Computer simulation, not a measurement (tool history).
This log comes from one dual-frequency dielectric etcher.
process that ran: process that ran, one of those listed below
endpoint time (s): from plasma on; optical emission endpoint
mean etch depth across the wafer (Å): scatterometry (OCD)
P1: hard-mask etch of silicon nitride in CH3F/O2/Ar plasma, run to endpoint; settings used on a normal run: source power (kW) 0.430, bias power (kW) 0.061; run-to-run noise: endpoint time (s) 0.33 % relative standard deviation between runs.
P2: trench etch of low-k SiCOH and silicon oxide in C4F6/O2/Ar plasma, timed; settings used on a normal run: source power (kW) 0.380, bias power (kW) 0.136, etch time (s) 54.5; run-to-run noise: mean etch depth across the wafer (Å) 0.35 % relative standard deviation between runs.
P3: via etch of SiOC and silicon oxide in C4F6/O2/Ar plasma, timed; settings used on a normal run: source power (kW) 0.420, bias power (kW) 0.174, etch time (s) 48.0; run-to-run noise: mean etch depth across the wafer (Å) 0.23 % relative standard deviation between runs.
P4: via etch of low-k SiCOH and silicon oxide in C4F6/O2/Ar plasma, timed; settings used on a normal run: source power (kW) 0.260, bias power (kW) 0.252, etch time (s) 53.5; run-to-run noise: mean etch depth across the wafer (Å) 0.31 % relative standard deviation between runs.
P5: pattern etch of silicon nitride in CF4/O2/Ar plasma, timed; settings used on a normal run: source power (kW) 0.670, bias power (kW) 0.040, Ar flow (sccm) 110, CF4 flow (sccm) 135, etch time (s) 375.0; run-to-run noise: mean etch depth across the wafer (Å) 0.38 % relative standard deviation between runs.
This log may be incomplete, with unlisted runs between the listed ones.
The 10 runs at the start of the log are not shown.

run     day  process that ran  source power (kW)  bias power (kW)  etch time (s)  Ar flow (sccm)  CF4 flow (sccm)  endpoint time (s)  mean etch depth across the wafer (Å)
 11   5.771                P1              0.430            0.061                                                             75.144
 12   6.292                P5              0.670            0.040          514.0             110              135                                                 11979.00
 13   6.671                P5              0.670            0.040          375.0             110              135                                                  8688.80
 14   7.333                P2              0.380            0.188           54.5                                                                                   1707.90
 15   7.888                P1              0.590            0.061                                                             66.570
 16   8.404                P1              0.560            0.045                                                             74.481
 17   9.054                P4              0.260            0.313           53.5                                                                                   1528.50
 18   9.696                P1              0.430            0.061                                                             75.349
 19  10.158                P4              0.180            0.252           53.5                                                                                   1240.80
 20  10.454                P3              0.420            0.174           67.0                                                                                    757.71
 21  11.108                P2              0.380            0.136           54.5                                                                                   1542.40
 22  11.404                P1              0.430            0.061                                                             75.461
 23  11.888                P5              0.670            0.029          375.0             110              135                                                  7892.20
 24  12.458                P5              0.920            0.040          375.0             110              135                                                 11545.00
     12.525  -- source power generator calibrated
 25  12.783                P2              0.230            0.136           54.5                                                                                   1252.00
 26  13.292                P1              0.310            0.061                                                             85.381
 27  13.683                P4              0.260            0.252           53.5                                                                                   1425.00

Run 28 has not been measured yet. What should we expect?
 28  14.167                P1              0.430            0.041                                                                  ?

{"run 28": {"endpoint time (s)": 85.237}}
